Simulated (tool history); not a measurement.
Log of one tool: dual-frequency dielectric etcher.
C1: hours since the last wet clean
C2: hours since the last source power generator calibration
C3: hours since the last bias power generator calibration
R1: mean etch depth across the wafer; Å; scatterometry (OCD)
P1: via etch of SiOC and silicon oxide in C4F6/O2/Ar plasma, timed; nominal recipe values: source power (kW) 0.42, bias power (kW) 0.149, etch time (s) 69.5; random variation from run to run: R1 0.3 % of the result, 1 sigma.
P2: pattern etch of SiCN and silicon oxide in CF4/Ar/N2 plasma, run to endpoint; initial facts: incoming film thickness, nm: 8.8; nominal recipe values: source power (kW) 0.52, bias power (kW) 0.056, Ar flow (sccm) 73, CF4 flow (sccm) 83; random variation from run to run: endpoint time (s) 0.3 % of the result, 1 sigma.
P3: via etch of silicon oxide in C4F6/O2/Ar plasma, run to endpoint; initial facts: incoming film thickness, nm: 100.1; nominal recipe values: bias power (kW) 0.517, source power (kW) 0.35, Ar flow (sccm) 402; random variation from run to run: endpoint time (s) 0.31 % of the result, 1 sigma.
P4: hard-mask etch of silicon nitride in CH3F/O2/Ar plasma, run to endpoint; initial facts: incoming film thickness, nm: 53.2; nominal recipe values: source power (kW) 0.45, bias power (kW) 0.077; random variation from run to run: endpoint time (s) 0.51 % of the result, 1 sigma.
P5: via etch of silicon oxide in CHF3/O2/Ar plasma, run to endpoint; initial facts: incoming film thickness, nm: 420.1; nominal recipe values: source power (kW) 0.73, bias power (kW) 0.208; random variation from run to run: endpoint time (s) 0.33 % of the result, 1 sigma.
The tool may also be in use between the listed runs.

{"run": 1, "hour": 2.8, "process that ran": "P1", "source power (kW)": 0.42, "bias power (kW)": 0.149, "etch time (s)": 69.5, "C1": 76.1, "C2": 1935.2, "C3": 1004.8, "R1": 747.62}
{"run": 2, "hour": 5.6, "process that ran": "P1", "source power (kW)": 0.42, "bias power (kW)": 0.149, "etch time (s)": 69.5, "C1": 78.9, "C2": 1938, "C3": 1007.6, "R1": 746.38}
{"run": 3, "hour": 9.3, "process that ran": "P3", "source power (kW)": 0.35, "bias power (kW)": 0.517, "Ar flow (sccm)": 402, "C1": 82.6, "C2": 1941.7, "C3": 1011.3, "endpoint time (s)": 23.392}
{"run": 4, "hour": 13.6, "process that ran": "P2", "source power (kW)": 0.66, "bias power (kW)": 0.056, "Ar flow (sccm)": 73, "CF4 flow (sccm)": 83, "C1": 86.9, "C2": 1946, "C3": 1015.6, "endpoint time (s)": 7.1518}
{"run": 5, "hour": 16.2, "process that ran": "P1", "source power (kW)": 0.34, "bias power (kW)": 0.115, "etch time (s)": 69.5, "C1": 89.5, "C2": 1948.6, "C3": 1018.2, "R1": 630.62}
{"run": 6, "hour": 19.8, "process that ran": "P1", "source power (kW)": 0.5, "bias power (kW)": 0.149, "etch time (s)": 69.5, "C1": 93.1, "C2": 1952.2, "C3": 1021.8, "R1": 797.01}
{"run": 7, "hour": 24.5, "process that ran": "P1", "source power (kW)": 0.42, "bias power (kW)": 0.149, "etch time (s)": 53.5, "C1": 97.8, "C2": 1956.9, "C3": 1026.5, "R1": 571.89}
{"run": 8, "hour": 27.4, "process that ran": "P5", "source power (kW)": 0.73, "bias power (kW)": 0.208, "C1": 100.7, "C2": 1959.8, "C3": 1029.4, "endpoint time (s)": 186.15}
{"run": 9, "hour": 31.7, "process that ran": "P1", "source power (kW)": 0.29, "bias power (kW)": 0.149, "etch time (s)": 69.5, "C1": 105, "C2": 1964.1, "C3": 1033.7, "R1": 646.41}
{"run": 10, "hour": 35.1, "process that ran": "P5", "source power (kW)": 0.46, "bias power (kW)": 0.208, "C1": 108.4, "C2": 1967.5, "C3": 1037.1, "endpoint time (s)": 221.49}
{"run": 11, "hour": 37.3, "process that ran": "P3", "source power (kW)": 0.35, "bias power (kW)": 0.517, "Ar flow (sccm)": 238, "C1": 110.6, "C2": 1969.7, "C3": 1039.3, "endpoint time (s)": 22.094}
{"run": 12, "hour": 41.6, "process that ran": "P4", "source power (kW)": 0.63, "bias power (kW)": 0.077, "C1": 114.9, "C2": 1974, "C3": 1043.6, "endpoint time (s)": 64.271}
{"run": 13, "hour": 46.3, "process that ran": "P5", "source power (kW)": 0.73, "bias power (kW)": 0.291, "C1": 119.6, "C2": 1978.7, "C3": 1048.3, "endpoint time (s)": 165.41}
{"run": 14, "hour": 48.4, "process that ran": "P1", "source power (kW)": 0.42, "bias power (kW)": 0.103, "etch time (s)": 69.5, "C1": 121.7, "C2": 1980.8, "C3": 1050.4, "R1": 666.34}
{"run": 15, "hour": 52.7, "process that ran": "P4", "source power (kW)": 0.45, "bias power (kW)": 0.077, "C1": 126, "C2": 1985.1, "C3": 1054.7, "endpoint time (s)": 74.082}
{"run": 16, "hour": 56.7, "process that ran": "P3", "source power (kW)": 0.5, "bias power (kW)": 0.517, "Ar flow (sccm)": 402, "C1": 130, "C2": 1989.1, "C3": 1058.7, "endpoint time (s)": 20.352}
{"run": 17, "hour": 61.3, "process that ran": "P1", "source power (kW)": 0.42, "bias power (kW)": 0.149, "etch time (s)": 101.5, "C1": 134.6, "C2": 1993.7, "C3": 1063.3, "R1": 1090.4}
{"run": 18, "hour": 65.5, "process that ran": "P4", "source power (kW)": 0.45, "bias power (kW)": 0.047, "C1": 138.8, "C2": 1997.9, "C3": 1067.5, "endpoint time (s)": 87.572}
{"run": 19, "hour": 69.6, "process that ran": "P1", "source power (kW)": 0.42, "bias power (kW)": 0.149, "etch time (s)": 69.5, "C1": 142.9, "C2": 2002, "C3": 1071.6, "R1": 743.47}
{"run": 20, "hour": 72.4, "process that ran": "P2", "source power (kW)": 0.52, "bias power (kW)": 0.056, "Ar flow (sccm)": 73, "CF4 flow (sccm)": 83, "C1": 145.7, "C2": 2004.8, "C3": 1074.4, "endpoint time (s)": 8.8697}
{"run": 21, "hour": 75.6, "process that ran": "P2", "source power (kW)": 0.52, "bias power (kW)": 0.056, "Ar flow (sccm)": 46, "CF4 flow (sccm)": 83, "C1": 148.9, "C2": 2008, "C3": 1077.6, "endpoint time (s)": 8.3657}
{"run": 22, "hour": 79.3, "process that ran": "P1", "source power (kW)": 0.42, "bias power (kW)": 0.187, "etch time (s)": 69.5, "C1": 152.6, "C2": 2011.7, "C3": 1081.3, "R1": 796.89}
{"run": 23, "hour": 81.7, "process that ran": "P2", "source power (kW)": 0.52, "bias power (kW)": 0.056, "Ar flow (sccm)": 73, "CF4 flow (sccm)": 66, "C1": 155, "C2": 2014.1, "C3": 1083.7, "endpoint time (s)": 9.1496}
{"hour": 83.9, "done": "bias power generator calibrated"}
{"run": 24, "hour": 84.2, "process that ran": "P2", "source power (kW)": 0.52, "bias power (kW)": 0.075, "Ar flow (sccm)": 73, "CF4 flow (sccm)": 83, "C1": 157.5, "C2": 2016.6, "C3": 0.4, "endpoint time (s)": 8.1209}
{"run": 25, "hour": 87.4, "process that ran": "P3", "source power (kW)": 0.35, "bias power (kW)": 0.32, "Ar flow (sccm)": 402, "C1": 160.7, "C2": 2019.8, "C3": 3.6, "endpoint time (s)": 27.846}
{"run": 26, "hour": 89.9, "process that ran": "P1", "source power (kW)": 0.42, "bias power (kW)": 0.149, "etch time (s)": 69.5, "C1": 163.2, "C2": 2022.3, "C3": 6.1, "R1": 746.92}
{"run": 27, "hour": 92.7, "process that ran": "P3", "source power (kW)": 0.35, "bias power (kW)": 0.517, "Ar flow (sccm)": 402, "C1": 166, "C2": 2025.1, "C3": 8.9, "endpoint time (s)": 23.35}
{"run": 28, "hour": 97.2, "process that ran": "P4", "source power (kW)": 0.45, "bias power (kW)": 0.077, "C1": 170.5, "C2": 2029.6, "C3": 13.4, "endpoint time (s)": 73.709}
{"run": 29, "hour": 100.0, "process that ran": "P1", "source power (kW)": 0.42, "bias power (kW)": 0.149, "etch time (s)": 69.5, "C1": 173.3, "C2": 2032.4, "C3": 16.2, "R1": 743.8}
{"run": 30, "hour": 103.7, "process that ran": "P5", "source power (kW)": 0.73, "bias power (kW)": 0.208, "C1": 177, "C2": 2036.1, "C3": 19.9, "endpoint time (s)": 186.17}
{"run": 31, "hour": 107.4, "process that ran": "P1", "source power (kW)": 0.42, "bias power (kW)": 0.149, "etch time (s)": 69.5, "C1": 180.7, "C2": 2039.8, "C3": 23.6, "R1": 744.85}
{"run": 32, "hour": 109.6, "process that ran": "P1", "source power (kW)": 0.42, "bias power (kW)": 0.149, "etch time (s)": 69.5, "C1": 182.9, "C2": 2042, "C3": 25.8, "R1": 741.47}
{"run": 33, "hour": 112.6, "process that ran": "P1", "source power (kW)": 0.42, "bias power (kW)": 0.149, "etch time (s)": 69.5, "C1": 185.9, "C2": 2045, "C3": 28.8, "R1": 737.12}
{"run": 34, "hour": 116.9, "process that ran": "P1", "source power (kW)": 0.42, "bias power (kW)": 0.149, "etch time (s)": 69.5, "C1": 190.2, "C2": 2049.3, "C3": 33.1, "R1": 738.23}
{"run": 35, "hour": 119.6, "process that ran": "P1", "source power (kW)": 0.42, "bias power (kW)": 0.149, "etch time (s)": 69.5, "C1": 192.9, "C2": 2052, "C3": 35.8, "R1": 735.69}
{"hour": 121.5, "done": "wet clean of the chamber"}
{"run": 36, "hour": 123.9, "process that ran": "P1", "source power (kW)": 0.42, "bias power (kW)": 0.149, "etch time (s)": 69.5, "C1": 2.5, "C2": 2056.3, "C3": 40.1, "R1": 734.56}
{"run": 37, "hour": 128.2, "process that ran": "P1", "source power (kW)": 0.42, "bias power (kW)": 0.149, "etch time (s)": 69.5, "C1": 6.8, "C2": 2060.6, "C3": 44.4, "R1": 734.33}
{"run": 38, "hour": 131.9, "process that ran": "P1", "source power (kW)": 0.42, "bias power (kW)": 0.149, "etch time (s)": 69.5, "C1": 10.5, "C2": 2064.3, "C3": 48.1, "R1": 731.6}
{"run": 39, "hour": 134.9, "process that ran": "P1", "source power (kW)": 0.42, "bias power (kW)": 0.149, "etch time (s)": 69.5, "C1": 13.5, "C2": 2067.3, "C3": 51.1, "R1": 733.24}

What P1 gives has crept off from where it sat before. The 2 causes that follow fit the log equally well, each at the size noted:
A: source power that arrives under what is set, % = 3.7
B: bias power that arrives under what is set, % = 4.72
Creep in the process output first set in at about hour 107.4.
What rules out each remaining cause:
chamber walls in a state that lowers the etch rate, %: work on it at hour 121.5, done after the drift set in, did not restore what the process gave before

Which of the 4 check runs listed below, each an average over 2 wafers with its results shown as question marks, gives clearly different results under the different listed causes?
{"run": "check 1", "hour": 137.9, "process that ran": "P3", "source power (kW)": 0.35, "bias power (kW)": 0.424, "Ar flow (sccm)": 402, "endpoint time (s)": "?"}
{"run": "check 2", "hour": 137.9, "process that ran": "P4", "source power (kW)": 0.53, "bias power (kW)": 0.077, "endpoint time (s)": "?"}
{"run": "check 3", "hour": 137.9, "process that ran": "P2", "source power (kW)": 0.63, "bias power (kW)": 0.056, "Ar flow (sccm)": 73, "CF4 flow (sccm)": 83, "endpoint time (s)": "?"}
{"run": "check 4", "hour": 137.9, "process that ran": "P5", "source power (kW)": 0.73, "bias power (kW)": 0.28, "endpoint time (s)": "?"}

How each check would come out, cause by cause:
check=check_1 result=endpoint_time_(s) if_A=25.502 if_B=25.597
check=check_2 result=endpoint_time_(s) if_A=70.485 if_B=70.629
check=check_3 result=endpoint_time_(s) if_A=7.7222 if_B=7.5681
check=check_4 result=endpoint_time_(s) if_A=169.9 if_B=170.45
Gap, in per cent, between the two causes that each check separates least, read from the result that separates them most: check 1 0.37 %; check 2 0.2 %; check 3 2.02 %; check 4 0.32 %
The other checks would show nearly matching results whichever cause is true, so check 3 is the only one that separates the causes.

Running check 3 produced the following: endpoint time (s) 7.5779. Which one of the listed causes fits?

B is the cause: bias power that arrives under what is set, %.
